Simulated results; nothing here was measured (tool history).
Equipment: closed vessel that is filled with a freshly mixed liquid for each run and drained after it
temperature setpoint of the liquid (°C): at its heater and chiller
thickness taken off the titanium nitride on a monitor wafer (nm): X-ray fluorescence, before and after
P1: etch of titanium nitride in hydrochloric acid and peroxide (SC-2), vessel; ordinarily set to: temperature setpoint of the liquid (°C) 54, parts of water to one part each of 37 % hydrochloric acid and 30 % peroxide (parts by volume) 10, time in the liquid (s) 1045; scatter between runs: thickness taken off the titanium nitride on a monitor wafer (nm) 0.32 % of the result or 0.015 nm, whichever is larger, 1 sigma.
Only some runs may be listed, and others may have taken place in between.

| run | hour | temperature setpoint of the liquid (°C) | parts of water to one part each of 37 % hydrochloric acid and 30 % peroxide (parts by volume) | time in the liquid (s) | hours since the thermometer was replaced | hours since the chemicals flow meter was replaced | hours since the drum of peroxide was connected | thickness taken off the titanium nitride on a monitor wafer (nm) |
|---|---|---|---|---|---|---|---|---|
| 1 | 8.9 | 54 | 10 | 1045 | 1313.9 | 385.2 | 517.7 | 20.917 |
| 2 | 21.8 | 40.5 | 10 | 1045 | 1326.8 | 398.1 | 530.6 | 8.3313 |
| 3 | 29 | 54 | 10 | 1045 | 1334 | 405.3 | 537.8 | 20.838 |
| 4 | 40.4 | 54 | 10 | 1045 | 1345.4 | 416.7 | 549.2 | 20.857 |
| 5 | 53 | 54 | 10 | 1045 | 1358 | 429.3 | 561.8 | 20.966 |
| 6 | 62.1 | 54 | 18 | 1045 | 1367.1 | 438.4 | 570.9 | 12.522 |
| 7 | 69 | 54 | 4 | 1045 | 1374 | 445.3 | 577.8 | 41.86 |
| 8 | 75.4 | 54 | 10 | 75 | 1380.4 | 451.7 | 584.2 | 1.478 |
| 9 | 87.3 | 54 | 10 | 2025 | 1392.3 | 463.6 | 596.1 | 40.655 |
|  | 88.4 | new drum of peroxide connected |
| 10 | 95 | 54 | 17.5 | 160 | 1400 | 471.3 | 6.6 | 1.982 |
| 11 | 107.3 | 65.5 | 10 | 1045 | 1412.3 | 483.6 | 18.9 | 42.992 |
| 12 | 114.3 | 54 | 10 | 1045 | 1419.3 | 490.6 | 25.9 | 20.887 |
| 13 | 122.8 | 54 | 10 | 1045 | 1427.8 | 499.1 | 34.4 | 21.378 |
| 14 | 128.9 | 54 | 10 | 1045 | 1433.9 | 505.2 | 40.5 | 21.752 |
| 15 | 142.5 | 54 | 10 | 1045 | 1447.5 | 518.8 | 54.1 | 22.061 |
| 16 | 150.8 | 54 | 10 | 1045 | 1455.8 | 527.1 | 62.4 | 22.292 |
| 17 | 161.9 | 54 | 10 | 1045 | 1466.9 | 538.2 | 73.5 | 22.499 |
| 18 | 174.2 | 54 | 10 | 1045 | 1479.2 | 550.5 | 85.8 | 22.651 |
| 19 | 187.1 | 54 | 10 | 1045 | 1492.1 | 563.4 | 98.7 | 22.507 |

The next listed run, before its measurement:
| 20 | 194.1 | 54 | 10 | 1045 | 1499.1 | 570.4 | 105.7 | ? |

thickness taken off the titanium nitride on a monitor wafer (nm): 22.791

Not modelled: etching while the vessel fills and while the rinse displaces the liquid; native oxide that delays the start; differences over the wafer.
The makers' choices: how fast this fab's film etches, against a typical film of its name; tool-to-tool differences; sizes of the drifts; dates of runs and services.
